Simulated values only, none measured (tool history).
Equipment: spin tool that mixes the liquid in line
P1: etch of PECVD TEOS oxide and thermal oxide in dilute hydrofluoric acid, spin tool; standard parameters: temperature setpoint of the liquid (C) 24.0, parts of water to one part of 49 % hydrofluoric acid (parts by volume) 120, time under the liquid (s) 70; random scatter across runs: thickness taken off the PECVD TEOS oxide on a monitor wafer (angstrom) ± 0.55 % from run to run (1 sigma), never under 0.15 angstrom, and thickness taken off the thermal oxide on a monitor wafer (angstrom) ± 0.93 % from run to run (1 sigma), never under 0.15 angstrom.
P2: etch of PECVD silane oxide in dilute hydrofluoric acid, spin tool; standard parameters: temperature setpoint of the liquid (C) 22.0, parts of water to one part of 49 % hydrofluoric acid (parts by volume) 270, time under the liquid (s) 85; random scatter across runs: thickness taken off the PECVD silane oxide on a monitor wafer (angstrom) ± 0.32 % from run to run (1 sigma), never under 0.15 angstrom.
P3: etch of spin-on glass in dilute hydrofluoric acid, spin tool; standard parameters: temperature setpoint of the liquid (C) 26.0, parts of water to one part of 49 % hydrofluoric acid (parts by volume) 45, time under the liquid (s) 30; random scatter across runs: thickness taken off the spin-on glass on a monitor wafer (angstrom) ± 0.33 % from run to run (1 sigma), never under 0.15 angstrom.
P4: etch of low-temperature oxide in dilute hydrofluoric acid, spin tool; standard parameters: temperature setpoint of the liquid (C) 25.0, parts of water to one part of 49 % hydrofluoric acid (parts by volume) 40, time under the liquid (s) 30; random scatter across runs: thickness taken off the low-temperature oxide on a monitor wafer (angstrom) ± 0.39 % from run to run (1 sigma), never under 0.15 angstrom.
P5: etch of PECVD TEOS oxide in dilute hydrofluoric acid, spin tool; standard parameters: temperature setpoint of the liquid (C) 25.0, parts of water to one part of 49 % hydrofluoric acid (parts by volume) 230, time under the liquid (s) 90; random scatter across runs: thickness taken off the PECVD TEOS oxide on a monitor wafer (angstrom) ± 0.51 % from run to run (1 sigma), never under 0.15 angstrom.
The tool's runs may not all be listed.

run,hour,process that ran,temperature setpoint of the liquid (C),parts of water to one part of 49 % hydrofluoric acid (parts by volume),time under the liquid (s),hours since the thermometer was replaced,hours since the hydrofluoric acid flow meter was replaced,thickness taken off the PECVD TEOS oxide on a monitor wafer (angstrom),thickness taken off the thermal oxide on a monitor wafer (angstrom),thickness taken off the spin-on glass on a monitor wafer (angstrom),thickness taken off the low-temperature oxide on a monitor wafer (angstrom),thickness taken off the PECVD silane oxide on a monitor wafer (angstrom)
1,11.3,P1,24.0,120,70,131.6,727.5,132.670,25.186,,,
2,24.2,P1,24.0,120,70,144.5,740.4,132.380,25.138,,,
3,34.8,P5,25.0,70,90,155.1,751.0,280.240,,,,
4,44.0,P5,25.0,230,90,164.3,760.2,71.047,,,,
5,56.4,P3,26.0,45,30,176.7,772.6,,,521.64,,
6,69.3,P4,25.0,40,30,189.6,785.5,,,,299.10,
7,81.2,P1,24.0,120,70,201.5,797.4,131.020,25.006,,,
8,87.2,P3,33.0,45,30,207.5,803.4,,,692.54,,
9,98.7,P1,24.0,205,70,219.0,814.9,71.072,13.467,,,
10,104.8,P2,26.5,270,85,225.1,821.0,,,,,125.850
11,113.7,P1,24.0,120,70,234.0,829.9,132.590,24.938,,,
12,124.6,P4,17.0,40,30,244.9,840.8,,,,212.30,
13,137.5,P2,22.0,270,40,257.8,853.7,,,,,50.495
14,146.9,P5,17.5,230,90,267.2,863.1,53.791,,,,
15,157.8,P1,30.5,120,70,278.1,874.0,168.480,32.194,,,
16,169.1,P1,24.0,120,70,289.4,885.3,133.080,25.281,,,
17,177.9,P2,22.0,270,85,298.2,894.1,,,,,107.690
18,184.0,P2,22.0,485,85,304.3,900.2,,,,,49.980
19,192.0,P1,24.0,120,70,312.3,908.2,132.680,25.179,,,
20,201.2,P1,20.0,205,70,321.5,917.4,60.865,11.747,,,
21,212.0,P1,17.0,120,70,332.3,928.2,100.820,18.913,,,
22,222.6,P4,25.0,65,30,342.9,938.8,,,,178.34,
23,234.8,P1,24.0,120,15,355.1,951.0,28.807,5.632,,,
24,241.4,P1,24.0,120,125,361.7,957.6,238.750,44.823,,,
25,253.8,P5,25.0,230,25,374.1,970.0,20.030,,,,
26,263.4,P4,25.0,40,50,383.7,979.6,,,,497.09,
27,270.7,P1,24.0,30,70,391.0,986.9,592.760,112.270,,,
28,278.1,P3,26.0,45,30,398.4,994.3,,,525.72,,
29,284.0,P3,26.0,75,30,404.3,1000.2,,,300.71,,
30,292.2,P3,26.0,45,15,412.5,1008.4,,,261.50,,
31,303.4,P1,24.0,120,70,423.7,1019.6,133.610,25.349,,,
32,311.3,P1,24.0,120,70,431.6,1027.5,132.450,25.575,,,
33,323.6,P1,24.0,120,70,443.9,1039.8,138.010,25.775,,,
34,335.0,P1,24.0,120,70,455.3,1051.2,139.260,26.640,,,
35,347.4,P1,24.0,120,70,467.7,1063.6,141.320,26.933,,,
36,360.8,P1,24.0,120,70,481.1,1077.0,141.540,27.192,,,
37,366.5,P1,24.0,120,70,486.8,1082.7,143.320,26.284,,,
38,374.8,P1,24.0,120,70,495.1,1091.0,143.210,27.146,,,
39,386.1,P1,24.0,120,70,506.4,1102.3,143.970,27.245,,,
40,392.6,P1,24.0,120,70,512.9,1108.8,143.280,27.460,,,
41,401.4,P1,24.0,120,70,521.7,1117.6,143.690,27.225,,,
42,408.7,P1,24.0,120,70,529.0,1124.9,144.060,27.269,,,
43,421.3,P1,24.0,120,70,541.6,1137.5,143.670,27.208,,,

P1 has crept away from where it was. The log is fitted equally well by each of these 2 causes, at the sizes shown:
A: liquid hotter than its thermometer reads (K) = 2
B: hydrofluoric acid flow above the setpoint (%) = 7.01
The process output started creeping at around hour 311.3.

Consider the 4 single-wafer check runs listed below, results given as question marks: which one distinguishes between the causes by giving clearly different results for each?
check 1,433.9,P5,25.0,130,55,,,?,,,,
check 2,433.9,P2,26.5,485,85,,,,,,,?
check 3,433.9,P3,32.5,45,30,,,,,?,,
check 4,433.9,P4,21.0,65,30,,,,,,?,

What each check would give under each cause:
check,result,if A,if B
check 1,thickness taken off the PECVD TEOS oxide on a monitor wafer (angstrom),92.810,93.001
check 2,thickness taken off the PECVD silane oxide on a monitor wafer (angstrom),60.865,63.106
check 3,thickness taken off the spin-on glass on a monitor wafer (angstrom),730.37,727.42
check 4,thickness taken off the low-temperature oxide on a monitor wafer (angstrom),163.37,161.78
How far apart the two closest causes lie, in the result that separates them most: check 1 0.21 %; check 2 3.62 %; check 3 0.4 %; check 4 0.98 %
Check 2 distinguishes between the causes, while the remaining checks would return nearly the same result for all of them.

With check 2 done, the readings were: thickness taken off the PECVD silane oxide on a monitor wafer (angstrom) 60.683. Identify which of the listed causes applies.

It was cause A: liquid hotter than its thermometer reads (K).
